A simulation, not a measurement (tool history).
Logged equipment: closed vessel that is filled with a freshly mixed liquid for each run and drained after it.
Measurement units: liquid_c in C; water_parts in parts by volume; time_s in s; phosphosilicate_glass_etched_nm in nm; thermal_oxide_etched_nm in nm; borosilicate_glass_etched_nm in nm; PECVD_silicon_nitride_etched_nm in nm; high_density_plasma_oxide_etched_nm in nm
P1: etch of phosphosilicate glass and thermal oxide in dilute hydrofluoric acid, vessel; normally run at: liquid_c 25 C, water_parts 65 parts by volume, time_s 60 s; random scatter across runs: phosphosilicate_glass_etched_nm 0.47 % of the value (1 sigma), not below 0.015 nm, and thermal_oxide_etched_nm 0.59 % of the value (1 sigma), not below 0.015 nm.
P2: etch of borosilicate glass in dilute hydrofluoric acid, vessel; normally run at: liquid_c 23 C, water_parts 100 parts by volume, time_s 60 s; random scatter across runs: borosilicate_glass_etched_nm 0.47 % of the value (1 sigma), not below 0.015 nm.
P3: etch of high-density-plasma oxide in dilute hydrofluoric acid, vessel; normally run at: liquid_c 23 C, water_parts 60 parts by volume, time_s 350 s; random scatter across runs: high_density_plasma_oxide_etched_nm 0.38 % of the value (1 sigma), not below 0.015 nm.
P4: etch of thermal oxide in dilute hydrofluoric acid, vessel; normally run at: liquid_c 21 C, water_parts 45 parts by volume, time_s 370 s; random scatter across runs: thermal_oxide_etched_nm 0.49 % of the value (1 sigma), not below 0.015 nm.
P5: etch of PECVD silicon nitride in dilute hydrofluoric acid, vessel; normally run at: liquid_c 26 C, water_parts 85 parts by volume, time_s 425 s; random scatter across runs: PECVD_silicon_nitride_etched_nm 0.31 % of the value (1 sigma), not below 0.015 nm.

run   hour  process  liquid_c  water_parts  time_s  hours since the thermometer was replaced  hours since the hydrofluoric acid flow meter was replaced  phosphosilicate_glass_etched_nm  thermal_oxide_etched_nm  borosilicate_glass_etched_nm  PECVD_silicon_nitride_etched_nm  high_density_plasma_oxide_etched_nm
  1    7.5       P1        25           65      60                                     221.4                                                      677.9                           76.919                   4.7227
  2   21.2       P2      30.5          100      60                                     235.1                                                      691.6                                                                                  29.465
  3   30.1       P1        25           65      35                                       244                                                      700.5                           44.363                   2.7605
  4   38.6       P2        23          100     100                                     252.5                                                        709                                                                                  36.568
  5   47.9       P5        26           85     425                                     261.8                                                      718.3                                                                                                                   29.821
  6   55.1       P4        21           75     370                                       269                                                      725.5                                                    21.875
  7   63.3       P4      26.5           45     370                                     277.2                                                      733.7                                                    47.154
      64.9  -- thermometer replaced
  8   71.2       P3        23           60     595                                       6.3                                                      741.6                                                                                                                                                        52.082
  9   84.8       P3        23           60     350                                      19.9                                                      755.2                                                                                                                                                        30.715
 10   92.3       P5      20.5           85     425                                      27.4                                                      762.7                                                                                                                   20.635
 11  105.5       P2        23          100      60                                      40.6                                                      775.9                                                                                  21.966
 12  119.4       P5        26           85      50                                      54.5                                                      789.8                                                                                                                   3.4867
 13  126.6       P1        25           65      85                                      61.7                                                        797                           108.65                   6.7577
 14  139.4       P5        26           85     425                                      74.5                                                      809.8                                                                                                                   29.785
 15    155       P1        30           65      60                                      90.1                                                      825.4                           93.072                   5.7387
 16    169       P1        25           65      60                                     104.1                                                      839.4                           76.769                   4.7798
 17  185.2       P2        23          145      60                                     120.3                                                      855.6                                                                                  14.384
 18  195.6       P1        32           65      30                                     130.7                                                        866                           50.328                   3.0942
 19    206       P4        21           45     370                                     141.1                                                      876.4                                                     37.92
 20  221.2       P1        25           25      60                                     156.3                                                      891.6                           210.13                   12.953
 21  236.1       P1        18           65      60                                     171.2                                                      906.5                           57.262                   3.5436
 22  243.6       P3        23           90     350                                     178.7                                                        914                                                                                                                                                        19.577
 23  253.7       P1        25          110      60                                     188.8                                                      924.1                           42.626                   2.6334
 24  268.4       P1        25           65      60                                     203.5                                                      938.8                           76.358                   4.7793
 25  282.1       P1        25           65      60                                     217.2                                                      952.5                           75.934                   4.7657
 26  294.2       P3        23           60     350                                     229.3                                                      964.6                                                                                                                                                        30.721
     305.9  -- hydrofluoric acid flow meter replaced
 27  310.4       P4        21           45     630                                     245.5                                                        4.6                                                    64.258
 28  317.6       P1        25           65      60                                     252.7                                                       11.8                           76.181                   4.7486
 29  332.4       P5        26           55     425                                     267.5                                                       26.6                                                                                                                   45.632
 30  346.9       P3        17           60     350                                       282                                                       41.1                                                                                                                                                        23.748
 31  360.7       P1        25           65      60                                     295.8                                                       54.9                           75.979                   4.7291
 32  376.7       P1        25           65      60                                     311.8                                                       70.9                           78.166                   4.8491
 33  388.6       P1        25           65      60                                     323.7                                                       82.8                            80.16                   4.9199
 34  404.5       P1        25           65      60                                     339.6                                                       98.7                           80.019                   4.9375
 35  415.9       P1        25           65      60                                       351                                                      110.1                           81.048                   4.9779
 36  423.5       P1        25           65      60                                     358.6                                                      117.7                           81.302                   5.0467
 37  437.5       P1        25           65      60                                     372.6                                                      131.7                           81.296                   5.0451
 38  444.8       P1        25           65      60                                     379.9                                                        139                           80.948                   5.0641
 39  460.8       P1        25           65      60                                     395.9                                                        155                           81.692                   5.0929
 40  471.9       P1        25           65      60                                       407                                                      166.1                           82.294                   4.9743
 41  484.5       P1        25           65      60                                     419.6                                                      178.7                           82.489                   5.0832
 42  499.5       P1        25           65      60                                     434.6                                                      193.7                            81.32                   5.1029

Compared with where it was, what P1 gives has crept away. Each cause listed below fits the log as well as the rest, at the size given for it:
A: hydrofluoric acid flow above the setpoint (%) = 6.67
B: liquid hotter than its thermometer reads (K) = 1.75
The gradual shift began around hour 360.7.

4 check runs are offered, one wafer each, their results left as question marks. Which one tells the causes apart?
check 1  514.5       P3        23           60     350                                                                                                                                                                                                                                                                  ?
check 2  514.5       P2        23          100      60                                                                                                                                                                                            ?
check 3  514.5       P4        21           45     370                                                                                                                                                              ?
check 4  514.5       P5        26           85     425                                                                                                                                                                                                                             ?

How each check would come out, cause by cause:
  check                               result    if A    if B
check 1  high_density_plasma_oxide_etched_nm  32.799  32.871
check 2         borosilicate_glass_etched_nm  23.653   23.59
check 3              thermal_oxide_etched_nm  40.264  40.489
check 4      PECVD_silicon_nitride_etched_nm  31.777  33.393
Separation of the two closest causes in each check, using whichever result separates them best: check 1 0.22 %; check 2 0.27 %; check 3 0.56 %; check 4 4.96 %
Only check 4 tells the causes apart: in the others they would give nearly the same result.

Running check 4 produced the following: PECVD_silicon_nitride_etched_nm 31.762 nm. Which one of the listed causes fits?

The cause is A: hydrofluoric acid flow above the setpoint (%).
